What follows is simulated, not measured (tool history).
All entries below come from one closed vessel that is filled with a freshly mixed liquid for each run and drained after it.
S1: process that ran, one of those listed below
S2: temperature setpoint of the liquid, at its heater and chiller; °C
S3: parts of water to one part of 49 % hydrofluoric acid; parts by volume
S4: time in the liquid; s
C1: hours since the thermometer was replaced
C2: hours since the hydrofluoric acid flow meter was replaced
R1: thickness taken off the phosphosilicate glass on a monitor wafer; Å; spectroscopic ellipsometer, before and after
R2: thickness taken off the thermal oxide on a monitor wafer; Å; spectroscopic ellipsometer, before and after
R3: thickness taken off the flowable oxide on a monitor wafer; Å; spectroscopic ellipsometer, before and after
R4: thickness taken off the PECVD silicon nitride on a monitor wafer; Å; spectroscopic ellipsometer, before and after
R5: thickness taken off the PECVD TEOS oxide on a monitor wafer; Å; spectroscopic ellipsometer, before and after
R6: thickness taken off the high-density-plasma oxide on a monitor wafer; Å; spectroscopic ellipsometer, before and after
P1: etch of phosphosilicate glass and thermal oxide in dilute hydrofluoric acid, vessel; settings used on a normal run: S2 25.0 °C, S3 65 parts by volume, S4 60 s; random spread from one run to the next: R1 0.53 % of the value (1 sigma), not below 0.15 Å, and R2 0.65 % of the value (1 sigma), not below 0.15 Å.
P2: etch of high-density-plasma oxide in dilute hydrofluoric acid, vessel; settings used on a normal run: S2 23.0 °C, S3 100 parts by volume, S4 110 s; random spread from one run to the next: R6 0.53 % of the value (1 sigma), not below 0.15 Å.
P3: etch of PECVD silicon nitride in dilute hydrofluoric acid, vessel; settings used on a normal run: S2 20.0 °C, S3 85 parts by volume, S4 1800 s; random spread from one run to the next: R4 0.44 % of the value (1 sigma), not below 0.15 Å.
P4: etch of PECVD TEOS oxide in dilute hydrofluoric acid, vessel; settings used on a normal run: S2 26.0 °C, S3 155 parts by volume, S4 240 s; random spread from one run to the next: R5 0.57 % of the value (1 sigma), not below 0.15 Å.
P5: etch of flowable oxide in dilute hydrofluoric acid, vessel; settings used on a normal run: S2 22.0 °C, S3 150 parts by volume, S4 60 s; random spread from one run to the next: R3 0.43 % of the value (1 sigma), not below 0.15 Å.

| run | hour | S1 | S2 | S3 | S4 | C1 | C2 | R1 | R2 | R3 | R4 | R5 | R6 |
|---|---|---|---|---|---|---|---|---|---|---|---|---|---|
| 1 | 17.0 | P1 | 25.0 | 65 | 60 | 632.0 | 664.4 | 1042.00 | 46.918 |  |  |  |  |
| 2 | 26.8 | P1 | 25.0 | 65 | 105 | 641.8 | 674.2 | 1834.70 | 82.326 |  |  |  |  |
| 3 | 41.6 | P5 | 22.0 | 150 | 105 | 656.6 | 689.0 |  |  | 273.490 |  |  |  |
| 4 | 57.1 | P3 | 20.0 | 40 | 1800 | 672.1 | 704.5 |  |  |  | 582.25 |  |  |
| 5 | 74.4 | P5 | 17.0 | 150 | 60 | 689.4 | 721.8 |  |  | 127.910 |  |  |  |
| 6 | 88.2 | P1 | 32.0 | 65 | 30 | 703.2 | 735.6 | 686.12 | 31.067 |  |  |  |  |
| 7 | 104.5 | P4 | 26.0 | 155 | 240 | 719.5 | 751.9 |  |  |  |  | 286.940 |  |
| 8 | 117.0 | P1 | 25.0 | 65 | 60 | 732.0 | 764.4 | 1047.20 | 47.234 |  |  |  |  |
| 9 | 131.8 | P5 | 22.0 | 275 | 60 | 746.8 | 779.2 |  |  | 75.204 |  |  |  |
| 10 | 144.1 | P1 | 25.0 | 105 | 60 | 759.1 | 791.5 | 611.59 | 27.396 |  |  |  |  |
| 11 | 154.9 | P2 | 23.0 | 100 | 110 | 769.9 | 802.3 |  |  |  |  |  | 51.197 |
| 12 | 169.5 | P3 | 20.0 | 85 | 1800 | 784.5 | 816.9 |  |  |  | 279.27 |  |  |
| 13 | 180.8 | P1 | 18.0 | 85 | 60 | 795.8 | 828.2 | 578.38 | 26.413 |  |  |  |  |
|  | 187.7 | thermometer replaced |
| 14 | 195.8 | P3 | 20.0 | 85 | 3585 | 8.2 | 843.2 |  |  |  | 552.10 |  |  |
| 15 | 207.9 | P1 | 25.0 | 65 | 60 | 20.3 | 855.3 | 1044.90 | 47.093 |  |  |  |  |
| 16 | 219.9 | P3 | 24.0 | 85 | 1800 | 32.3 | 867.3 |  |  |  | 367.42 |  |  |
| 17 | 229.8 | P4 | 26.0 | 155 | 30 | 42.2 | 877.2 |  |  |  |  | 35.828 |  |
| 18 | 239.9 | P4 | 20.5 | 155 | 240 | 52.3 | 887.3 |  |  |  |  | 230.660 |  |
| 19 | 254.7 | P1 | 17.5 | 65 | 35 | 67.1 | 902.1 | 442.17 | 20.312 |  |  |  |  |
| 20 | 271.3 | P1 | 25.0 | 65 | 60 | 83.7 | 918.7 | 1034.50 | 46.883 |  |  |  |  |
| 21 | 289.2 | P1 | 25.0 | 35 | 60 | 101.6 | 936.6 | 2005.30 | 90.225 |  |  |  |  |
| 22 | 303.8 | P1 | 20.0 | 65 | 60 | 116.2 | 951.2 | 840.56 | 38.927 |  |  |  |  |
| 23 | 320.0 | P1 | 31.5 | 65 | 60 | 132.4 | 967.4 | 1346.40 | 61.212 |  |  |  |  |
| 24 | 335.6 | P2 | 23.0 | 30 | 110 | 148.0 | 983.0 |  |  |  |  |  | 186.560 |
| 25 | 350.7 | P4 | 26.0 | 230 | 240 | 163.1 | 998.1 |  |  |  |  | 176.780 |  |
| 26 | 365.9 | P5 | 22.0 | 150 | 60 | 178.3 | 1013.3 |  |  | 157.090 |  |  |  |
| 27 | 375.4 | P2 | 23.0 | 100 | 50 | 187.8 | 1022.8 |  |  |  |  |  | 23.387 |
| 28 | 386.1 | P2 | 23.0 | 100 | 110 | 198.5 | 1033.5 |  |  |  |  |  | 51.914 |
| 29 | 405.4 | P2 | 27.5 | 100 | 110 | 217.8 | 1052.8 |  |  |  |  |  | 61.549 |
| 30 | 419.6 | P1 | 25.0 | 65 | 60 | 232.0 | 1067.0 | 1039.60 | 47.631 |  |  |  |  |
| 31 | 428.8 | P1 | 25.0 | 65 | 30 | 241.2 | 1076.2 | 515.58 | 23.438 |  |  |  |  |
| 32 | 440.6 | P1 | 25.0 | 65 | 60 | 253.0 | 1088.0 | 1040.10 | 46.777 |  |  |  |  |
| 33 | 458.2 | P1 | 25.0 | 65 | 60 | 270.6 | 1105.6 | 1075.30 | 48.642 |  |  |  |  |
| 34 | 468.1 | P1 | 25.0 | 65 | 60 | 280.5 | 1115.5 | 1079.70 | 49.187 |  |  |  |  |
| 35 | 479.7 | P1 | 25.0 | 65 | 60 | 292.1 | 1127.1 | 1092.60 | 49.571 |  |  |  |  |
| 36 | 494.7 | P1 | 25.0 | 65 | 60 | 307.1 | 1142.1 | 1098.70 | 49.602 |  |  |  |  |
| 37 | 506.2 | P1 | 25.0 | 65 | 60 | 318.6 | 1153.6 | 1096.00 | 50.147 |  |  |  |  |
| 38 | 520.4 | P1 | 25.0 | 65 | 60 | 332.8 | 1167.8 | 1091.30 | 50.002 |  |  |  |  |
| 39 | 534.3 | P1 | 25.0 | 65 | 60 | 346.7 | 1181.7 | 1102.70 | 49.685 |  |  |  |  |

P1 has crept away from where it was. The log is fitted equally well by each of these 2 causes, at the sizes shown:
A: hydrofluoric acid flow above the setpoint (%) = 5.46
B: liquid hotter than its thermometer reads (K) = 1.44
The drift started at roughly hour 440.6.

Below are 4 check runs, each on a single wafer, with their results shown as question marks. Which of them would tell the listed causes apart, meaning the causes would give clearly different results under it?
| check 1 | 548.2 | P5 | 22.0 | 150 | 60 |  |  |  |  | ? |  |  |  |
| check 2 | 548.2 | P4 | 26.0 | 155 | 240 |  |  |  |  |  |  | ? |  |
| check 3 | 548.2 | P3 | 20.0 | 85 | 1800 |  |  |  |  |  | ? |  |  |
| check 4 | 548.2 | P2 | 23.0 | 100 | 110 |  |  |  |  |  |  |  | ? |

How each check would come out, cause by cause:
| check | result | if A | if B |
|---|---|---|---|
| check 1 | R3 | 166.480 | 165.490 |
| check 2 | R5 | 305.390 | 302.540 |
| check 3 | R4 | 293.27 | 307.13 |
| check 4 | R6 | 54.629 | 54.507 |
Minimum pairwise separation of causes per check, each pair taken at its best-separating result: check 1 0.59 %; check 2 0.94 %; check 3 4.62 %; check 4 0.22 %
Of the check runs offered, only check 3 discriminates between the causes; the rest would read about the same regardless of which cause applies.

With check 3 done, the readings were: R4 306.86 Å. Identify which of the listed causes applies.

B is the cause: liquid hotter than its thermometer reads (K).
